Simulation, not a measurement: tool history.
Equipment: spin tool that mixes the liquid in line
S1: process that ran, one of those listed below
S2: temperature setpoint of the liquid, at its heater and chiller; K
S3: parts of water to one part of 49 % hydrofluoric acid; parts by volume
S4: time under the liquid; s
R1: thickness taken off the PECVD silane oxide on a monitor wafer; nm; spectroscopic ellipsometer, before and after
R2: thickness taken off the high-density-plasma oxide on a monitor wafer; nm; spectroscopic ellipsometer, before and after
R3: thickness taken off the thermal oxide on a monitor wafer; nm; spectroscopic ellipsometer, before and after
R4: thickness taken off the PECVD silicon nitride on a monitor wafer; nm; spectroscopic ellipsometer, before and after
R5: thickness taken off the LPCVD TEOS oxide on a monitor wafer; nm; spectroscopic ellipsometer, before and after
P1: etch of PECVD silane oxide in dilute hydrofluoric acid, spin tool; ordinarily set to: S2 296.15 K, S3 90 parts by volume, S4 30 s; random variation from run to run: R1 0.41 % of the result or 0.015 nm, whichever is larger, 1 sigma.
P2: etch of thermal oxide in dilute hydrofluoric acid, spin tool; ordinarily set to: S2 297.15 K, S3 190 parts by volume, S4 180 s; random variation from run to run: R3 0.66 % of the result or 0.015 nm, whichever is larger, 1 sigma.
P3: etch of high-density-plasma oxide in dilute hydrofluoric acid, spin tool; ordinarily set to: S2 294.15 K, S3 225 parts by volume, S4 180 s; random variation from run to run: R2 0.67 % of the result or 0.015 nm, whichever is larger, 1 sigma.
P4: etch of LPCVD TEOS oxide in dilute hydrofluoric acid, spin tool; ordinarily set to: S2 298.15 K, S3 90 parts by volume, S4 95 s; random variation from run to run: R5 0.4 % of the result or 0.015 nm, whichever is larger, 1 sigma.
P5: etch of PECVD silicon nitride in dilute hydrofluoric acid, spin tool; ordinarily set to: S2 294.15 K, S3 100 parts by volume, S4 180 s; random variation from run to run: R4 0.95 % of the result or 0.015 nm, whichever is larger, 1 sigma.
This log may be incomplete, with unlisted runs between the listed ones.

| run | day | S1 | S2 | S3 | S4 | R1 | R2 | R3 | R4 | R5 |
|---|---|---|---|---|---|---|---|---|---|---|
| 1 | 0.108 | P1 | 296.15 | 90 | 30 | 14.278 |  |  |  |  |
| 2 | 0.288 | P3 | 294.15 | 70 | 180 |  | 11.978 |  |  |  |
| 3 | 0.371 | P2 | 290.15 | 190 | 180 |  |  | 3.204 |  |  |
| 4 | 0.546 | P3 | 294.15 | 225 | 180 |  | 3.1408 |  |  |  |
| 5 | 0.725 | P1 | 296.15 | 90 | 30 | 14.255 |  |  |  |  |
| 6 | 0.892 | P5 | 302.15 | 100 | 180 |  |  |  | 4.4618 |  |
| 7 | 0.992 | P2 | 297.15 | 350 | 180 |  |  | 1.9276 |  |  |
| 8 | 1.108 | P1 | 296.15 | 90 | 30 | 14.389 |  |  |  |  |
| 9 | 1.254 | P1 | 296.15 | 90 | 55 | 26.248 |  |  |  |  |
| 10 | 1.367 | P2 | 297.15 | 190 | 180 |  |  | 4.1869 |  |  |
| 11 | 1.475 | P2 | 297.15 | 190 | 180 |  |  | 4.1941 |  |  |
| 12 | 1.642 | P1 | 296.15 | 25 | 30 | 56.03 |  |  |  |  |
| 13 | 1.733 | P1 | 296.15 | 90 | 15 | 7.1855 |  |  |  |  |
| 14 | 1.9 | P1 | 303.65 | 90 | 30 | 19.209 |  |  |  |  |
| 15 | 2.079 | P4 | 293.65 | 90 | 95 |  |  |  |  | 31.261 |
| 16 | 2.262 | P4 | 298.15 | 90 | 95 |  |  |  |  | 37.139 |
| 17 | 2.379 | P4 | 298.15 | 30 | 95 |  |  |  |  | 120.49 |
| 18 | 2.471 | P5 | 294.15 | 100 | 180 |  |  |  | 2.6048 |  |
| 19 | 2.558 | P2 | 297.15 | 190 | 305 |  |  | 7.1521 |  |  |
| 20 | 2.738 | P5 | 294.15 | 30 | 180 |  |  |  | 8.5805 |  |
| 21 | 2.9 | P5 | 294.15 | 100 | 360 |  |  |  | 5.2151 |  |
| 22 | 3.029 | P1 | 296.15 | 140 | 30 | 8.7228 |  |  |  |  |
| 23 | 3.196 | P1 | 296.15 | 90 | 30 | 14.354 |  |  |  |  |
| 24 | 3.329 | P1 | 296.15 | 90 | 30 | 14.42 |  |  |  |  |
| 25 | 3.458 | P1 | 290.15 | 90 | 30 | 11.089 |  |  |  |  |
| 26 | 3.558 | P3 | 294.15 | 225 | 25 |  | 0.41675 |  |  |  |
| 27 | 3.712 | P4 | 298.15 | 90 | 35 |  |  |  |  | 13.828 |
| 28 | 3.829 | P3 | 290.15 | 225 | 180 |  | 2.6883 |  |  |  |
| 29 | 3.962 | P1 | 296.15 | 90 | 30 | 14.276 |  |  |  |  |
| 30 | 4.129 | P1 | 296.15 | 90 | 30 | 14.315 |  |  |  |  |
| 31 | 4.225 | P1 | 292.65 | 90 | 60 | 24.92 |  |  |  |  |
| 32 | 4.321 | P1 | 296.15 | 90 | 30 | 14.288 |  |  |  |  |
| 33 | 4.504 | P1 | 296.15 | 90 | 30 | 14.956 |  |  |  |  |
| 34 | 4.608 | P1 | 296.15 | 90 | 30 | 15.172 |  |  |  |  |
| 35 | 4.738 | P1 | 296.15 | 90 | 30 | 15.306 |  |  |  |  |
| 36 | 4.904 | P1 | 296.15 | 90 | 30 | 15.519 |  |  |  |  |
| 37 | 5.012 | P1 | 296.15 | 90 | 30 | 15.671 |  |  |  |  |
| 38 | 5.171 | P1 | 296.15 | 90 | 30 | 15.664 |  |  |  |  |
| 39 | 5.262 | P1 | 296.15 | 90 | 30 | 15.65 |  |  |  |  |
| 40 | 5.442 | P1 | 296.15 | 90 | 30 | 15.647 |  |  |  |  |
| 41 | 5.546 | P1 | 296.15 | 90 | 30 | 15.78 |  |  |  |  |

What P1 gives has crept away from where it was. These 2 causes fit the log equally well, each at the size given:
A: liquid hotter than its thermometer reads (K) = 2.36
B: hydrofluoric acid flow above the setpoint (%) = 8.86
The drift started at roughly day 4.321.

Below are 4 check runs, each averaged over 2 wafers, with their results shown as question marks. Which of them would give clearly different results depending on which cause is behind the drift?
| check 1 | 5.65 | P4 | 298.15 | 40 | 95 |  |  |  |  | ? |
| check 2 | 5.65 | P2 | 291.65 | 190 | 290 |  |  | ? |  |  |
| check 3 | 5.65 | P5 | 301.15 | 100 | 180 |  |  |  | ? |  |
| check 4 | 5.65 | P3 | 294.15 | 225 | 70 |  | ? |  |  |  |

Expected result of each check under each candidate cause:
| check | result | if A | if B |
|---|---|---|---|
| check 1 | R5 | 98.654 | 97.986 |
| check 2 | R3 | 6.019 | 6.0663 |
| check 3 | R4 | 4.8412 | 4.5397 |
| check 4 | R2 | 1.3298 | 1.3504 |
Smallest distance between any two causes, each pair judged by its most separating result, in per cent: check 1 0.68 %; check 2 0.78 %; check 3 6.43 %; check 4 1.53 %
Only in check 3 would the causes give clearly different results; in the remaining checks their results would be nearly the same.

Running check 3 produced the following: R4 4.8669 nm. Which one of the listed causes fits?

A is the cause: liquid hotter than its thermometer reads (K).
